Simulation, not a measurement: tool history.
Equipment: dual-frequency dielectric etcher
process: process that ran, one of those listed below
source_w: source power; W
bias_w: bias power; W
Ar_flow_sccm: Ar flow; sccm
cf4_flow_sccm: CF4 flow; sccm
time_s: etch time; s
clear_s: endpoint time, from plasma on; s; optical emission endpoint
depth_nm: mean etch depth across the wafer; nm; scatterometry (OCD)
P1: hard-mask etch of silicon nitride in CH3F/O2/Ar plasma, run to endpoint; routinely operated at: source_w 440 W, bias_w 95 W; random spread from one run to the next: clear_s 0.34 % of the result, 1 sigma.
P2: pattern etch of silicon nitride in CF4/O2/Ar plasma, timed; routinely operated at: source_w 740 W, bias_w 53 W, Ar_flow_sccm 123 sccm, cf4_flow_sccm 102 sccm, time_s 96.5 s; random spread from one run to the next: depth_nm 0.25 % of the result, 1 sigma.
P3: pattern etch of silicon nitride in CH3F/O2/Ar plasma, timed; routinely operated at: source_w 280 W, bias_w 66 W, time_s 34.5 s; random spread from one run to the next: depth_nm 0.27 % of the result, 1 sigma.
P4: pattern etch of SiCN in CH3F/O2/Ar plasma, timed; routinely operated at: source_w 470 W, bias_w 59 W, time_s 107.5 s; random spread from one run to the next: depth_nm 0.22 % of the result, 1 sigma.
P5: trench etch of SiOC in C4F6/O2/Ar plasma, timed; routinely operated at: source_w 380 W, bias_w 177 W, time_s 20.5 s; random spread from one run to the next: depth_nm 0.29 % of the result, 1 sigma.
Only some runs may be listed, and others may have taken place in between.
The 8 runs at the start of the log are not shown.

| run | hour | process | source_w | bias_w | Ar_flow_sccm | cf4_flow_sccm | time_s | clear_s | depth_nm |
|---|---|---|---|---|---|---|---|---|---|
| 9 | 49.0 | P1 | 440 | 95 |  |  |  | 36.940 |  |
| 10 | 55.5 | P4 | 560 | 59 |  |  | 107.5 |  | 42.366 |
| 11 | 60.1 | P4 | 470 | 59 |  |  | 65.5 |  | 24.097 |
| 12 | 67.7 | P5 | 380 | 177 |  |  | 20.5 |  | 43.021 |
| 13 | 74.7 | P1 | 440 | 117 |  |  |  | 34.281 |  |
| 14 | 79.4 | P3 | 280 | 66 |  |  | 34.5 |  | 20.653 |
| 15 | 85.3 | P2 | 740 | 53 | 123 | 102 | 96.5 |  | 258.730 |
| 16 | 92.9 | P1 | 570 | 95 |  |  |  | 33.721 |  |
| 17 | 100.1 | P1 | 440 | 65 |  |  |  | 42.110 |  |
| 18 | 106.9 | P1 | 440 | 95 |  |  |  | 37.107 |  |
| 19 | 111.6 | P3 | 330 | 66 |  |  | 34.5 |  | 21.909 |
| 20 | 115.8 | P1 | 560 | 73 |  |  |  | 37.273 |  |
| 21 | 119.9 | P3 | 280 | 90 |  |  | 34.5 |  | 23.068 |
| 22 | 123.6 | P1 | 280 | 133 |  |  |  | 38.376 |  |
| 23 | 127.6 | P4 | 470 | 39 |  |  | 107.5 |  | 34.815 |
| 24 | 134.2 | P2 | 740 | 53 | 123 | 144 | 96.5 |  | 269.290 |
| 25 | 140.4 | P5 | 500 | 177 |  |  | 20.5 |  | 47.916 |
| 26 | 146.9 | P5 | 380 | 177 |  |  | 20.5 |  | 42.931 |
| 27 | 150.6 | P5 | 380 | 177 |  |  | 13.0 |  | 27.293 |
| 28 | 155.8 | P2 | 740 | 53 | 123 | 102 | 96.5 |  | 258.480 |

What will run 29 give?
| 29 | 162.4 | P1 | 350 | 95 |  |  |  | ? |  |

Run 29 came out at clear_s 40.459 s.

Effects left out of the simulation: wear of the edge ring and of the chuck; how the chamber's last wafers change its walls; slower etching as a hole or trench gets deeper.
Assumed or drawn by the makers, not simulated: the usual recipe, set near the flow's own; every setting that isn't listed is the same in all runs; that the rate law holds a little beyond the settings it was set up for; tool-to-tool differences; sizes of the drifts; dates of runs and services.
